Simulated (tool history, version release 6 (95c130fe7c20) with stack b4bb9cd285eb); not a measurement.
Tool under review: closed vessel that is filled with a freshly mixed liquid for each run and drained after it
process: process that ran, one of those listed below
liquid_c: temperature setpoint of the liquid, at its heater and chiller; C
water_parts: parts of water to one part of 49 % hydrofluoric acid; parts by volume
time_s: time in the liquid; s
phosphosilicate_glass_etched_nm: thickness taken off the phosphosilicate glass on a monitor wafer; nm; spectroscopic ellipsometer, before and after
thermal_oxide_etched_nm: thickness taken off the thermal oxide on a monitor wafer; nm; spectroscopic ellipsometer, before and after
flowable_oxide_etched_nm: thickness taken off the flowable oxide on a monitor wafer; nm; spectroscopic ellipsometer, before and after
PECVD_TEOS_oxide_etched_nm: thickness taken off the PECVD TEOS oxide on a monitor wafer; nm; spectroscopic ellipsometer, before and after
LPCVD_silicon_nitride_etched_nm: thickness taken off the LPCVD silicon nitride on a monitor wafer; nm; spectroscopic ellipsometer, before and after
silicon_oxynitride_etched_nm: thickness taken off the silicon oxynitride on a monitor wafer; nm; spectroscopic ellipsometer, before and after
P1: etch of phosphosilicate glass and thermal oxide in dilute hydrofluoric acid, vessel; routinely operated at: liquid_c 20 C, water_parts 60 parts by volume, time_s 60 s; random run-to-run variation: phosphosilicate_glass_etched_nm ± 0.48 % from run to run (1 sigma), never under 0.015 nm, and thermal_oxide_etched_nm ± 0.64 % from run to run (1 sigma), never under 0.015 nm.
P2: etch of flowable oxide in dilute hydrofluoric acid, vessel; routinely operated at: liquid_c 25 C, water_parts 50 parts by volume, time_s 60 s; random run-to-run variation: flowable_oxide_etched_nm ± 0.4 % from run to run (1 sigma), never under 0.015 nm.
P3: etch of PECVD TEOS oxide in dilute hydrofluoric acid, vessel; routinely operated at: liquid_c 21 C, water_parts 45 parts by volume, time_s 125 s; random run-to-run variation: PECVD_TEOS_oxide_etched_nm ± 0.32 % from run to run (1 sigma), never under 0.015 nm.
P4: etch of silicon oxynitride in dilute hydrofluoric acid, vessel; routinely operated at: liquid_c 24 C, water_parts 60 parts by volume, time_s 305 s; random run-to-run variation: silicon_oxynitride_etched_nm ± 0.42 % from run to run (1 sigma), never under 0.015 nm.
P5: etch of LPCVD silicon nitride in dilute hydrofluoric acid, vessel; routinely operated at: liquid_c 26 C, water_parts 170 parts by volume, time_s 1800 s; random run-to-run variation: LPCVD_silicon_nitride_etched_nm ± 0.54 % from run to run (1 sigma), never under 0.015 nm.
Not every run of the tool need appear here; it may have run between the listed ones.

run	hour	process	liquid_c	water_parts	time_s	hours since the thermometer was replaced	hours since the hydrofluoric acid flow meter was replaced	phosphosilicate_glass_etched_nm	thermal_oxide_etched_nm	flowable_oxide_etched_nm	PECVD_TEOS_oxide_etched_nm	LPCVD_silicon_nitride_etched_nm	silicon_oxynitride_etched_nm
1	4.4	P1	20	60	60	718.3	857.2	54.561	4.5302				
2	9.2	P2	32.5	50	60	723.1	862			66.998			
3	13.1	P1	27.5	60	60	727	865.9	73.879	6.1703				
4	20.2	P1	20	95	105	734.1	873	57.896	4.7791				
5	27	P3	21	45	125	740.9	879.8				58.372		
6	34	P5	26	170	1800	747.9	886.8					6.8324	
7	40.9	P2	25	50	115	754.8	893.7			95.624			
8	48	P3	21	20	125	761.9	900.8				134.13		
9	52.8	P2	25	20	60	766.7	905.6			129.7			
10	58.6	P1	20	60	60	772.5	911.4	55.316	4.5337				
11	62.7	P3	21	45	240	776.6	915.5				111.17		
12	68.8	P4	24	100	305	782.7	921.6						4.3851
13	72.4	P1	20	60	60	786.3	925.2	54.546	4.5145				
14	77.7	P4	31	60	305	791.6	930.5						10.566
15	82	P1	17	60	60	795.9	934.8	48.376	3.9926				
16	88.5	P1	20	60	60	802.4	941.3	54.785	4.5132				
17	92.8	P3	29.5	45	125	806.7	945.6				81.674		
18	96.8	P4	24	60	305	810.7	949.6						7.6143
19	102.3	P4	24	60	305	816.2	955.1						7.5958
20	107	P4	24	60	80	820.9	959.8						1.9735
21	112.4	P5	26	295	1800	826.3	965.2					3.9812	
22	117.8	P5	26	170	1800	831.7	970.6					6.8454	
23	124.4	P1	20	100	60	838.3	977.2	31.335	2.5847				
24	131.3	P1	20	60	95	845.2	984.1	86.319	7.1732				
25	135.7	P5	26	170	2845	849.6	988.5					10.893	
26	140.3	P1	20	60	30	854.2	993.1	27.304	2.238				
# hour 144.5: thermometer replaced
27	146.1	P1	20	60	60	1.7	998.9	54.96	4.5456				
28	152.5	P5	30.5	170	1800	8.1	1005.3					9.0821	
29	156.3	P1	20	60	60	11.9	1009.1	54.684	4.5569				
30	160	P2	25	50	60	15.6	1012.8			49.94			
31	165.4	P1	20	20	60	21	1018.2	171.54	14.151				
32	170.5	P1	20	60	60	26.1	1023.3	54.886	4.5495				
33	176.9	P1	20	60	60	32.5	1029.7	53.313	4.3624				
34	181.5	P1	20	60	60	37.1	1034.3	52.913	4.397				
35	186.2	P1	20	60	60	41.8	1039	52.295	4.2832				
36	190.9	P1	20	60	60	46.5	1043.7	51.546	4.2889				
37	194.2	P1	20	60	60	49.8	1047	51.726	4.2512				
38	198.5	P1	20	60	60	54.1	1051.3	51.292	4.2407				
39	204.9	P1	20	60	60	60.5	1057.7	51.437	4.2318				
40	212.2	P1	20	60	60	67.8	1065	50.853	4.2537				
41	216.7	P1	20	60	60	72.3	1069.5	51.372	4.1493				
42	222.8	P1	20	60	60	78.4	1075.6	50.902	4.197				
43	228.7	P1	20	60	60	84.3	1081.5	51.176	4.2228				

The log shows P1 creeping away from where it was. Any of the 2 causes listed here, at the size stated for it, fits the log just as well as the others:
A: hydrofluoric acid flow below the setpoint (%) = 6.27
B: liquid colder than its thermometer reads (K) = 1.64
Onset of the creep was near hour 170.5.

You are offered 4 check runs, listed below with question marks in place of their results; each one averages 2 wafers. Which run separates the listed causes by giving clearly different results for each?
check 1	234.6	P2	25	30	95					?			
check 2	234.6	P5	26	260	2465							?	
check 3	234.6	P4	29	95	305								?
check 4	234.6	P3	27.5	20	125						?		

Expected result of each check under each candidate cause:
check	result	if A	if B
check 1	flowable_oxide_etched_nm	126.7	126.59
check 2	LPCVD_silicon_nitride_etched_nm	5.7413	5.5416
check 3	silicon_oxynitride_etched_nm	5.4484	5.4267
check 4	PECVD_TEOS_oxide_etched_nm	165.41	165.24
Minimum pairwise separation of causes per check, each pair taken at its best-separating result: check 1 0.09 %; check 2 3.54 %; check 3 0.4 %; check 4 0.11 %
The causes can be told apart only by check 2. The other checks would give nearly the same results under each of them.

Running check 2 produced the following: LPCVD_silicon_nitride_etched_nm 5.7109 nm. Which one of the listed causes fits?

It was cause A: hydrofluoric acid flow below the setpoint (%).

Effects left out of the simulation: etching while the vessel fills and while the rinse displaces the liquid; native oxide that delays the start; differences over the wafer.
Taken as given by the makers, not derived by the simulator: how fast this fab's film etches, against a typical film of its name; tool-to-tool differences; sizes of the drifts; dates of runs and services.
